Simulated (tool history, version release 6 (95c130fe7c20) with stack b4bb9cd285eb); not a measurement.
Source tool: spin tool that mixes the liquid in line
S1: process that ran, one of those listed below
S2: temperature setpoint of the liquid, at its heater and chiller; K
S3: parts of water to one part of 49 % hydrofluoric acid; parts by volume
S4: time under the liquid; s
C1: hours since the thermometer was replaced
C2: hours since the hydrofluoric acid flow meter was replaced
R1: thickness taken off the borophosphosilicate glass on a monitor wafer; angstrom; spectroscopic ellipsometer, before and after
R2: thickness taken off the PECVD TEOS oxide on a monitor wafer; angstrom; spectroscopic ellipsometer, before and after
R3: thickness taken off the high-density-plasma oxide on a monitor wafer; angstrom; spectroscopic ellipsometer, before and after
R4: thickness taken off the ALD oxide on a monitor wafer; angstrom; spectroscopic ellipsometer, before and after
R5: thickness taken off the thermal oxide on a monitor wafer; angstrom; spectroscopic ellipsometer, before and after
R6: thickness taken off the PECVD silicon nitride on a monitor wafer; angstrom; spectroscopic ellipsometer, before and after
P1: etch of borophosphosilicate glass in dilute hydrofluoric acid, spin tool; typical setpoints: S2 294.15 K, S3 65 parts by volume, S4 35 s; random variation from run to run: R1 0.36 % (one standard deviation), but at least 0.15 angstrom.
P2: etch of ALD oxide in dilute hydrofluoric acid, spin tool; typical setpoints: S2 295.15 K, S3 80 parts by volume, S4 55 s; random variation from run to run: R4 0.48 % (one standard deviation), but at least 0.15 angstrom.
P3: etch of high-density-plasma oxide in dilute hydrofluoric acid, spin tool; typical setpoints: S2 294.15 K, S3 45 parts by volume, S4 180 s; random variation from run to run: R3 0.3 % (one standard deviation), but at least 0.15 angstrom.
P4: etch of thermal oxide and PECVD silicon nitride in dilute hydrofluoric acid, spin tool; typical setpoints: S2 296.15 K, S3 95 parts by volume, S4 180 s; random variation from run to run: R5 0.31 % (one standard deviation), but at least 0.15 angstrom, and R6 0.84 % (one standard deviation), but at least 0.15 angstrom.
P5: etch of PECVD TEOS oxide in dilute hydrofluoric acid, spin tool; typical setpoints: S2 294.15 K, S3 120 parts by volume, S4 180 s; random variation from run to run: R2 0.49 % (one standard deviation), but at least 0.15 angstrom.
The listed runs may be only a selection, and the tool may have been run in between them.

run,hour,S1,S2,S3,S4,C1,C2,R1,R2,R3,R4,R5,R6
1,11.4,P1,294.15,65,35,1003.5,1280.9,274.700,,,,,
2,20.8,P5,290.15,120,180,1012.9,1290.3,,321.08,,,,
3,36.3,P1,294.15,65,15,1028.4,1305.8,117.320,,,,,
4,50.2,P1,290.15,65,35,1042.3,1319.7,229.440,,,,,
5,63.2,P1,294.15,65,35,1055.3,1332.7,274.730,,,,,
# hour 78.8: thermometer replaced
6,82.2,P3,294.15,70,180,3.4,1351.7,,,187.740,,,
7,93.7,P3,294.15,45,180,14.9,1363.2,,,302.300,,,
8,107.4,P2,301.15,80,55,28.6,1376.9,,,,165.80,,
9,122.6,P1,294.15,40,35,43.8,1392.1,459.790,,,,,
10,132.4,P1,300.15,65,50,53.6,1401.9,497.340,,,,,
11,141.8,P1,290.15,65,20,63.0,1411.3,132.290,,,,,
12,152.3,P1,294.15,65,35,73.5,1421.8,273.400,,,,,
13,164.1,P5,294.15,120,350,85.3,1433.6,,729.29,,,,
14,181.9,P1,294.15,110,20,103.1,1451.4,88.193,,,,,
15,196.6,P4,296.15,95,350,117.8,1466.1,,,,,168.880,59.410
16,211.2,P5,294.15,120,180,132.4,1480.7,,377.14,,,,
17,220.9,P4,296.15,95,180,142.1,1490.4,,,,,86.369,30.409
18,232.2,P2,295.15,80,55,153.4,1501.7,,,,130.69,,
19,250.6,P1,294.15,65,35,171.8,1520.1,275.110,,,,,
20,265.8,P1,294.15,65,35,187.0,1535.3,273.750,,,,,
21,278.3,P4,301.65,95,180,199.5,1547.8,,,,,106.980,43.257
22,288.5,P2,295.15,80,95,209.7,1558.0,,,,226.98,,
23,305.0,P4,296.15,50,180,226.2,1574.5,,,,,173.410,55.961
24,323.5,P1,294.15,65,60,244.7,1593.0,467.260,,,,,
25,342.3,P1,294.15,115,35,263.5,1611.8,146.230,,,,,
26,352.4,P2,295.15,45,55,273.6,1621.9,,,,243.89,,
27,364.8,P3,302.65,45,180,286.0,1634.3,,,427.420,,,
28,375.9,P3,294.15,45,35,297.1,1645.4,,,58.642,,,
29,393.8,P2,295.15,80,55,315.0,1663.3,,,,131.91,,
30,409.5,P1,294.15,65,35,330.7,1679.0,272.700,,,,,
31,427.8,P1,299.65,65,35,349.0,1697.3,344.620,,,,,
32,443.2,P5,294.15,170,180,364.4,1712.7,,251.42,,,,
33,458.9,P1,294.15,65,35,380.1,1728.4,274.650,,,,,
34,475.5,P1,294.15,65,35,396.7,1745.0,262.650,,,,,
35,483.9,P1,294.15,65,35,405.1,1753.4,261.980,,,,,
36,492.9,P1,294.15,65,35,414.1,1762.4,260.500,,,,,
37,502.5,P1,294.15,65,35,423.7,1772.0,257.820,,,,,
38,517.3,P1,294.15,65,35,438.5,1786.8,257.510,,,,,
39,533.0,P1,294.15,65,35,454.2,1802.5,256.640,,,,,

The output of P1 has drifted from where it used to be. Each of the 2 causes below, taken at the size shown beside it, accounts for the log equally well:
A: liquid colder than its thermometer reads (K) = 1.43
B: hydrofluoric acid flow below the setpoint (%) = 5.39
At approximately hour 458.9, the process output began to creep.

Below are 4 check runs, each averaged over 3 wafers, with their results shown as question marks. Which of them would give clearly different results depending on which cause is behind the drift?
check 1,548.7,P3,294.15,45,180,,,,,?,,,
check 2,548.7,P2,295.15,80,55,,,,,,?,,
check 3,548.7,P5,294.15,120,180,,,,?,,,,
check 4,548.7,P4,296.15,95,180,,,,,,,?,?

What every check run would give for each of its results, assuming each possible cause in turn:
check,result,if A,if B
check 1,R3,284.050,284.710
check 2,R4,123.92,123.66
check 3,R2,355.36,353.53
check 4,R5,81.657,81.318
check 4,R6,27.438,28.594
Minimum pairwise separation of causes per check, each pair taken at its best-separating result: check 1 0.23 %; check 2 0.21 %; check 3 0.52 %; check 4 4.13 %
Check 4 distinguishes between the causes, while the remaining checks would return nearly the same result for all of them.

Check 4 was then run and gave: R5 81.567 angstrom; R6 27.264 angstrom. Which cause is it?

Of the candidate causes, it is A: liquid colder than its thermometer reads (K).
